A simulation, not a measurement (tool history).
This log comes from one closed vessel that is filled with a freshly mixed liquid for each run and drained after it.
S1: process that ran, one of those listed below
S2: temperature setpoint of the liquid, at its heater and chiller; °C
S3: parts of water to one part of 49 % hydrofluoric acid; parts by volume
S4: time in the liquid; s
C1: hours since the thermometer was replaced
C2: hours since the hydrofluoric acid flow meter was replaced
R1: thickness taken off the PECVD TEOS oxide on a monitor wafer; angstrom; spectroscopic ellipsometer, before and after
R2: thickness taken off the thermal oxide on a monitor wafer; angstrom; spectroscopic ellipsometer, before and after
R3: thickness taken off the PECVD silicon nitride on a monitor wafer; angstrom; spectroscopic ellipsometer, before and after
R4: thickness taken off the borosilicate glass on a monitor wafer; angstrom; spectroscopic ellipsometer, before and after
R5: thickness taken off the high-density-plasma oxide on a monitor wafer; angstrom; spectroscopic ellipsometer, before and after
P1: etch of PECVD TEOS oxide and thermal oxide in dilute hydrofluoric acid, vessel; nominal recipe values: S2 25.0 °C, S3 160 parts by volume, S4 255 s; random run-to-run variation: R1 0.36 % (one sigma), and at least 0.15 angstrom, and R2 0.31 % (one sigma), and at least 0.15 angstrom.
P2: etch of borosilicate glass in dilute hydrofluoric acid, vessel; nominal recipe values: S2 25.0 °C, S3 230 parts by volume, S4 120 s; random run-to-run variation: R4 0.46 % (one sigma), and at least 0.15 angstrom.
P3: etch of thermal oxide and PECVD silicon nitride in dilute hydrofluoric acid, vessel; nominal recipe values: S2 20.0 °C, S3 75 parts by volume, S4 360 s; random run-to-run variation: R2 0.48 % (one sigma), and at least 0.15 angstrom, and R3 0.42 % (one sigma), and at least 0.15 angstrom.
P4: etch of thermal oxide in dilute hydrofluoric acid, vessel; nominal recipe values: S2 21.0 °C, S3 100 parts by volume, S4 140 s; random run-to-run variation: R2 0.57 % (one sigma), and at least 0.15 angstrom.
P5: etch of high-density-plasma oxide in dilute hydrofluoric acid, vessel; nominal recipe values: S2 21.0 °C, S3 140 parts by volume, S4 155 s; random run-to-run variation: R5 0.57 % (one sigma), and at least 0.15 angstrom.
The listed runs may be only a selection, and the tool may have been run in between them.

| run | hour | S1 | S2 | S3 | S4 | C1 | C2 | R1 | R2 | R3 | R4 | R5 |
|---|---|---|---|---|---|---|---|---|---|---|---|---|
| 1 | 4.5 | P1 | 25.0 | 160 | 255 | 400.4 | 1365.9 | 437.28 | 73.4030 |  |  |  |
| 2 | 8.7 | P1 | 25.0 | 160 | 255 | 404.6 | 1370.1 | 436.71 | 73.4980 |  |  |  |
| 3 | 11.3 | P3 | 20.0 | 75 | 360 | 407.2 | 1372.7 |  | 195.1500 | 116.740 |  |  |
| 4 | 13.9 | P2 | 25.0 | 360 | 120 | 409.8 | 1375.3 |  |  |  | 99.049 |  |
| 5 | 18.5 | P2 | 25.0 | 230 | 55 | 414.4 | 1379.9 |  |  |  | 81.694 |  |
| 6 | 22.6 | P4 | 21.0 | 100 | 140 | 418.5 | 1384.0 |  | 61.0190 |  |  |  |
| 7 | 25.8 | P1 | 25.0 | 160 | 35 | 421.7 | 1387.2 | 59.63 | 9.6831 |  |  |  |
|  | 29.4 | hydrofluoric acid flow meter replaced |
| 8 | 30.1 | P1 | 25.0 | 160 | 255 | 426.0 | 0.7 | 434.44 | 72.8930 |  |  |  |
| 9 | 33.5 | P1 | 25.0 | 160 | 255 | 429.4 | 4.1 | 434.98 | 72.7400 |  |  |  |
| 10 | 38.0 | P2 | 25.0 | 230 | 120 | 433.9 | 8.6 |  |  |  | 177.880 |  |
| 11 | 42.0 | P1 | 25.0 | 100 | 255 | 437.9 | 12.6 | 746.67 | 125.3000 |  |  |  |
| 12 | 47.9 | P2 | 31.5 | 230 | 120 | 443.8 | 18.5 |  |  |  | 222.200 |  |
| 13 | 52.4 | P3 | 20.0 | 115 | 360 | 448.3 | 23.0 |  | 123.6300 | 76.092 |  |  |
| 14 | 57.9 | P1 | 25.0 | 220 | 255 | 453.8 | 28.5 | 295.22 | 49.8250 |  |  |  |
| 15 | 61.5 | P5 | 21.0 | 140 | 155 | 457.4 | 32.1 |  |  |  |  | 49.068 |
| 16 | 64.6 | P3 | 20.0 | 75 | 360 | 460.5 | 35.2 |  | 197.1600 | 115.900 |  |  |
| 17 | 67.2 | P5 | 28.5 | 140 | 155 | 463.1 | 37.8 |  |  |  |  | 65.911 |
| 18 | 72.9 | P4 | 29.5 | 100 | 140 | 468.8 | 43.5 |  | 84.0130 |  |  |  |
| 19 | 75.7 | P5 | 21.0 | 140 | 250 | 471.6 | 46.3 |  |  |  |  | 79.273 |
| 20 | 81.4 | P4 | 21.0 | 165 | 140 | 477.3 | 52.0 |  | 33.8960 |  |  |  |
| 21 | 84.2 | P1 | 25.0 | 160 | 255 | 480.1 | 54.8 | 432.81 | 73.2470 |  |  |  |
| 22 | 87.4 | P1 | 25.0 | 160 | 255 | 483.3 | 58.0 | 435.80 | 73.2110 |  |  |  |
| 23 | 91.2 | P2 | 25.0 | 230 | 120 | 487.1 | 61.8 |  |  |  | 176.920 |  |
| 24 | 96.4 | P5 | 21.0 | 255 | 155 | 492.3 | 67.0 |  |  |  |  | 23.871 |
| 25 | 99.2 | P3 | 20.0 | 75 | 525 | 495.1 | 69.8 |  | 286.8500 | 169.220 |  |  |
| 26 | 104.8 | P1 | 25.0 | 160 | 480 | 500.7 | 75.4 | 819.34 | 138.4300 |  |  |  |
| 27 | 109.9 | P4 | 21.0 | 100 | 30 | 505.8 | 80.5 |  | 12.8410 |  |  |  |
| 28 | 113.1 | P1 | 31.5 | 160 | 255 | 509.0 | 83.7 | 549.91 | 92.9060 |  |  |  |
| 29 | 115.9 | P3 | 27.0 | 75 | 360 | 511.8 | 86.5 |  | 260.6800 | 186.980 |  |  |
| 30 | 119.4 | P1 | 20.5 | 160 | 130 | 515.3 | 90.0 | 185.59 | 31.2210 |  |  |  |
| 31 | 123.5 | P1 | 21.0 | 160 | 255 | 519.4 | 94.1 | 374.61 | 62.9840 |  |  |  |
| 32 | 128.0 | P1 | 32.0 | 85 | 255 | 523.9 | 98.6 | 1164.40 | 197.4800 |  |  |  |
| 33 | 131.9 | P5 | 21.0 | 140 | 155 | 527.8 | 102.5 |  |  |  |  | 48.950 |
| 34 | 135.4 | P1 | 25.0 | 160 | 255 | 531.3 | 106.0 | 433.51 | 73.3500 |  |  |  |
| 35 | 138.8 | P1 | 25.0 | 160 | 255 | 534.7 | 109.4 | 428.12 | 71.3540 |  |  |  |
| 36 | 142.5 | P1 | 25.0 | 160 | 255 | 538.4 | 113.1 | 421.69 | 70.3230 |  |  |  |
| 37 | 145.2 | P1 | 25.0 | 160 | 255 | 541.1 | 115.8 | 415.09 | 70.1730 |  |  |  |
| 38 | 150.1 | P1 | 25.0 | 160 | 255 | 546.0 | 120.7 | 413.05 | 69.1350 |  |  |  |
| 39 | 153.2 | P1 | 25.0 | 160 | 255 | 549.1 | 123.8 | 410.55 | 68.9900 |  |  |  |
| 40 | 157.5 | P1 | 25.0 | 160 | 255 | 553.4 | 128.1 | 409.07 | 68.4220 |  |  |  |
| 41 | 161.2 | P1 | 25.0 | 160 | 255 | 557.1 | 131.8 | 407.36 | 68.4370 |  |  |  |
| 42 | 163.9 | P1 | 25.0 | 160 | 255 | 559.8 | 134.5 | 406.24 | 68.3570 |  |  |  |
| 43 | 169.0 | P1 | 25.0 | 160 | 255 | 564.9 | 139.6 | 405.98 | 68.2150 |  |  |  |
| 44 | 174.3 | P1 | 25.0 | 160 | 255 | 570.2 | 144.9 | 405.09 | 68.1360 |  |  |  |
| 45 | 178.8 | P1 | 25.0 | 160 | 255 | 574.7 | 149.4 | 405.77 | 67.7050 |  |  |  |

The log shows P1 creeping away from where it was. Any of the 2 causes listed here, at the size stated for it, fits the log just as well as the others:
A: liquid colder than its thermometer reads (K) = 1.85
B: hydrofluoric acid flow below the setpoint (%) = 5.7
Onset of the creep was near hour 135.4.

Which of the 4 check runs listed below separates the causes, so that each cause would produce a clearly different result? Each run uses one wafer, and its results are marked with question marks.
| check 1 | 183.3 | P4 | 21.0 | 100 | 140 |  |  |  | ? |  |  |  |
| check 2 | 183.3 | P5 | 21.0 | 140 | 155 |  |  |  |  |  |  | ? |
| check 3 | 183.3 | P3 | 20.0 | 75 | 360 |  |  |  | ? | ? |  |  |
| check 4 | 183.3 | P2 | 25.0 | 230 | 120 |  |  |  |  |  | ? |  |

Predicted outcomes, by check and by cause:
| check | result | if A | if B |
|---|---|---|---|
| check 1 | R2 | 55.8210 | 56.4050 |
| check 2 | R5 | 45.502 | 45.788 |
| check 3 | R2 | 181.3100 | 183.8600 |
| check 3 | R3 | 102.140 | 109.650 |
| check 4 | R4 | 166.090 | 165.040 |
Per-check spread between the two closest causes, in the result where they differ most: check 1 1.04 %; check 2 0.63 %; check 3 7.09 %; check 4 0.64 %
Only in check 3 would the causes give clearly different results; in the remaining checks their results would be nearly the same.

The results of check 3 are: R2 182.3000 angstrom; R3 101.510 angstrom. Based on these, which of the listed causes is it?

The correct cause is A, namely: liquid colder than its thermometer reads (K).
